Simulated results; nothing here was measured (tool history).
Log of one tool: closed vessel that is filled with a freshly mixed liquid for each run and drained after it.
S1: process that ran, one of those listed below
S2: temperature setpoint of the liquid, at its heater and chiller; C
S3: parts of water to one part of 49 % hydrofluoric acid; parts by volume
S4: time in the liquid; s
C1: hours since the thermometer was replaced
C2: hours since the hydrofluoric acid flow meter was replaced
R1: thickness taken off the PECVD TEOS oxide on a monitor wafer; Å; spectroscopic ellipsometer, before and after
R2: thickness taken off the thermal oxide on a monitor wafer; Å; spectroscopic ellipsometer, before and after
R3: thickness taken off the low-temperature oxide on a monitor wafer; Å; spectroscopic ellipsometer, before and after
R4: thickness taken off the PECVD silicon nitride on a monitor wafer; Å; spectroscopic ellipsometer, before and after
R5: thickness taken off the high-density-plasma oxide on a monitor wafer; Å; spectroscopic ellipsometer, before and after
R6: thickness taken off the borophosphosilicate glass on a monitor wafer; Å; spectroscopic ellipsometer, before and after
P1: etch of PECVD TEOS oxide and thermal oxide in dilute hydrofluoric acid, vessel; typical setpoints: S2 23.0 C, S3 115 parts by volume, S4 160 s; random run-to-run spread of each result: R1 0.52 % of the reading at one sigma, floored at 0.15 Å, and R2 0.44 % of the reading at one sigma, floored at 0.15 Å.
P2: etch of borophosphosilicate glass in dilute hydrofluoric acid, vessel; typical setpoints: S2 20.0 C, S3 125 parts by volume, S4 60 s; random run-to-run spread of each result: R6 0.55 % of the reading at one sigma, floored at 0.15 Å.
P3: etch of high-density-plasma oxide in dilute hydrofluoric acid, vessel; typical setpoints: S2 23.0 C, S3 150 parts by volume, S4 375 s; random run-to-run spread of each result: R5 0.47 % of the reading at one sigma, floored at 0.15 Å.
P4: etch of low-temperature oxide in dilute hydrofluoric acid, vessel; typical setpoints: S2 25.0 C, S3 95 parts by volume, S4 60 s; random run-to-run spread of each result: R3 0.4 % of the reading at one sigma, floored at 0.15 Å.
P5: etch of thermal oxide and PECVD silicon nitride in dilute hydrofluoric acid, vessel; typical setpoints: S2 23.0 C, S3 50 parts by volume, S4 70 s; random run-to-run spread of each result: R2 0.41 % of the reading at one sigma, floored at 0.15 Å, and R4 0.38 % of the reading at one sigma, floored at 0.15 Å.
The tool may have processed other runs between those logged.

Run 1, hour 9.2: S1 P1, S2 23.0 C, S3 115 parts by volume, S4 160 s; C1 1804.9; C2 1147.3. Result: R1 208.090 Å, R2 59.578 Å.
Run 2, hour 21.6: S1 P4, S2 25.0 C, S3 95 parts by volume, S4 60 s; C1 1817.3; C2 1159.7. Result: R3 91.530 Å.
Run 3, hour 30.5: S1 P1, S2 23.0 C, S3 115 parts by volume, S4 250 s; C1 1826.2; C2 1168.6. Result: R1 323.460 Å, R2 92.531 Å.
Run 4, hour 46.7: S1 P1, S2 23.0 C, S3 115 parts by volume, S4 160 s; C1 1842.4; C2 1184.8. Result: R1 208.040 Å, R2 59.736 Å.
Run 5, hour 61.1: S1 P1, S2 23.0 C, S3 115 parts by volume, S4 160 s; C1 1856.8; C2 1199.2. Result: R1 206.460 Å, R2 58.637 Å.
Run 6, hour 74.2: S1 P5, S2 23.0 C, S3 50 parts by volume, S4 30 s; C1 1869.9; C2 1212.3. Result: R2 29.023 Å, R4 22.840 Å.
Run 7, hour 82.3: S1 P3, S2 29.5 C, S3 150 parts by volume, S4 375 s; C1 1878.0; C2 1220.4. Result: R5 147.290 Å.
Run 8, hour 99.8: S1 P1, S2 23.0 C, S3 195 parts by volume, S4 160 s; C1 1895.5; C2 1237.9. Result: R1 112.650 Å, R2 31.910 Å.
Run 9, hour 115.4: S1 P1, S2 23.0 C, S3 115 parts by volume, S4 160 s; C1 1911.1; C2 1253.5. Result: R1 208.840 Å, R2 59.204 Å.
Run 10, hour 124.8: S1 P1, S2 19.0 C, S3 185 parts by volume, S4 160 s; C1 1920.5; C2 1262.9. Result: R1 102.830 Å, R2 29.171 Å.
Run 11, hour 141.3: S1 P3, S2 23.0 C, S3 40 parts by volume, S4 375 s; C1 1937.0; C2 1279.4. Result: R5 489.130 Å.
Run 12, hour 156.6: S1 P2, S2 20.0 C, S3 125 parts by volume, S4 30 s; C1 1952.3; C2 1294.7. Result: R6 96.369 Å.
Run 13, hour 168.7: S1 P4, S2 25.0 C, S3 95 parts by volume, S4 60 s; C1 1964.4; C2 1306.8. Result: R3 91.502 Å.
Run 14, hour 183.3: S1 P2, S2 20.0 C, S3 125 parts by volume, S4 60 s; C1 1979.0; C2 1321.4. Result: R6 193.630 Å.
Run 15, hour 195.1: S1 P4, S2 25.0 C, S3 95 parts by volume, S4 30 s; C1 1990.8; C2 1333.2. Result: R3 46.001 Å.
Run 16, hour 206.6: S1 P4, S2 25.0 C, S3 150 parts by volume, S4 60 s; C1 2002.3; C2 1344.7. Result: R3 54.602 Å.
Run 17, hour 218.7: S1 P5, S2 23.0 C, S3 25 parts by volume, S4 70 s; C1 2014.4; C2 1356.8. Result: R2 137.720 Å, R4 104.590 Å.
Run 18, hour 235.7: S1 P1, S2 27.5 C, S3 185 parts by volume, S4 160 s; C1 2031.4; C2 1373.8. Result: R1 141.270 Å, R2 40.400 Å.
Run 19, hour 244.9: S1 P3, S2 23.0 C, S3 150 parts by volume, S4 375 s; C1 2040.6; C2 1383.0. Result: R5 116.000 Å.
Run 20, hour 260.6: S1 P5, S2 31.0 C, S3 50 parts by volume, S4 70 s; C1 2056.3; C2 1398.7. Result: R2 92.434 Å, R4 90.452 Å.
Run 21, hour 275.2: S1 P2, S2 20.0 C, S3 225 parts by volume, S4 60 s; C1 2070.9; C2 1413.3. Result: R6 96.469 Å.
Run 22, hour 285.9: S1 P2, S2 17.0 C, S3 125 parts by volume, S4 60 s; C1 2081.6; C2 1424.0. Result: R6 168.200 Å.
Run 23, hour 302.7: S1 P3, S2 23.0 C, S3 150 parts by volume, S4 115 s; C1 2098.4; C2 1440.8. Result: R5 34.892 Å.
Run 24, hour 320.5: S1 P5, S2 23.0 C, S3 50 parts by volume, S4 70 s; C1 2116.2; C2 1458.6. Result: R2 66.804 Å, R4 53.589 Å.
At hour 325.7: thermometer replaced.
Run 25, hour 338.0: S1 P1, S2 18.5 C, S3 115 parts by volume, S4 160 s; C1 12.3; C2 1476.1. Result: R1 173.830 Å, R2 49.363 Å.
Run 26, hour 352.0: S1 P1, S2 31.0 C, S3 115 parts by volume, S4 160 s; C1 26.3; C2 1490.1. Result: R1 281.160 Å, R2 80.093 Å.
Run 27, hour 362.8: S1 P3, S2 23.0 C, S3 150 parts by volume, S4 375 s; C1 37.1; C2 1500.9. Result: R5 115.380 Å.
Run 28, hour 370.8: S1 P1, S2 23.0 C, S3 115 parts by volume, S4 30 s; C1 45.1; C2 1508.9. Result: R1 39.206 Å, R2 10.884 Å.
Run 29, hour 381.2: S1 P1, S2 23.0 C, S3 115 parts by volume, S4 160 s; C1 55.5; C2 1519.3. Result: R1 207.650 Å, R2 59.234 Å.
Run 30, hour 397.9: S1 P1, S2 23.0 C, S3 40 parts by volume, S4 160 s; C1 72.2; C2 1536.0. Result: R1 656.580 Å, R2 186.480 Å.
Run 31, hour 413.7: S1 P4, S2 30.0 C, S3 95 parts by volume, S4 60 s; C1 88.0; C2 1551.8. Result: R3 111.340 Å.
Run 32, hour 428.6: S1 P5, S2 23.0 C, S3 50 parts by volume, S4 70 s; C1 102.9; C2 1566.7. Result: R2 67.130 Å, R4 53.585 Å.
Run 33, hour 442.6: S1 P1, S2 23.0 C, S3 115 parts by volume, S4 160 s; C1 116.9; C2 1580.7. Result: R1 208.730 Å, R2 58.925 Å.
Run 34, hour 458.5: S1 P1, S2 23.0 C, S3 115 parts by volume, S4 160 s; C1 132.8; C2 1596.6. Result: R1 216.100 Å, R2 61.079 Å.
Run 35, hour 466.6: S1 P1, S2 23.0 C, S3 115 parts by volume, S4 160 s; C1 140.9; C2 1604.7. Result: R1 216.410 Å, R2 61.864 Å.
Run 36, hour 479.0: S1 P1, S2 23.0 C, S3 115 parts by volume, S4 160 s; C1 153.3; C2 1617.1. Result: R1 220.680 Å, R2 62.327 Å.
Run 37, hour 492.8: S1 P1, S2 23.0 C, S3 115 parts by volume, S4 160 s; C1 167.1; C2 1630.9. Result: R1 219.650 Å, R2 62.635 Å.
Run 38, hour 503.6: S1 P1, S2 23.0 C, S3 115 parts by volume, S4 160 s; C1 177.9; C2 1641.7. Result: R1 224.240 Å, R2 63.027 Å.
Run 39, hour 520.8: S1 P1, S2 23.0 C, S3 115 parts by volume, S4 160 s; C1 195.1; C2 1658.9. Result: R1 223.400 Å, R2 62.725 Å.
Run 40, hour 536.8: S1 P1, S2 23.0 C, S3 115 parts by volume, S4 160 s; C1 211.1; C2 1674.9. Result: R1 221.490 Å, R2 62.781 Å.
Run 41, hour 554.1: S1 P1, S2 23.0 C, S3 115 parts by volume, S4 160 s; C1 228.4; C2 1692.2. Result: R1 223.640 Å, R2 63.042 Å.

Something has made what P1 gives creep away from where it was; the 2 causes below, each at its own stated size, fit the log equally well:
A: liquid hotter than its thermometer reads (K) = 1.68
B: hydrofluoric acid flow above the setpoint (%) = 5.99
At approximately hour 442.6, the process output began to creep.

Question marks stand in for the results of the 4 check runs listed below, each run on one wafer. Under which run would the listed causes show clearly different results?
Run check 1, hour 571.4: S1 P4, S2 25.0 C, S3 95 parts by volume, S4 60 s. Result: R3 ?.
Run check 2, hour 571.4: S1 P2, S2 20.0 C, S3 125 parts by volume, S4 60 s. Result: R6 ?.
Run check 3, hour 571.4: S1 P3, S2 23.0 C, S3 150 parts by volume, S4 375 s. Result: R5 ?.
Run check 4, hour 571.4: S1 P5, S2 23.0 C, S3 50 parts by volume, S4 70 s. Result: R2 ?, R4 ?.

Check results expected under each cause:
  check  result     if A     if B
check 1      R3   98.086   98.019
check 2      R6  204.460  204.130
check 3      R5  122.930  123.350
check 4      R2   71.572   71.052
check 4      R4   59.933   56.639
Per-check spread between the two closest causes, in the result where they differ most: check 1 0.07 %; check 2 0.16 %; check 3 0.34 %; check 4 5.65 %
Check 4 is the one run that separates the causes; every other check would come out nearly the same whichever cause is at work.

Running check 4 produced the following: R2 71.257 Å; R4 56.931 Å. Which one of the listed causes fits?

It was cause B: hydrofluoric acid flow above the setpoint (%).

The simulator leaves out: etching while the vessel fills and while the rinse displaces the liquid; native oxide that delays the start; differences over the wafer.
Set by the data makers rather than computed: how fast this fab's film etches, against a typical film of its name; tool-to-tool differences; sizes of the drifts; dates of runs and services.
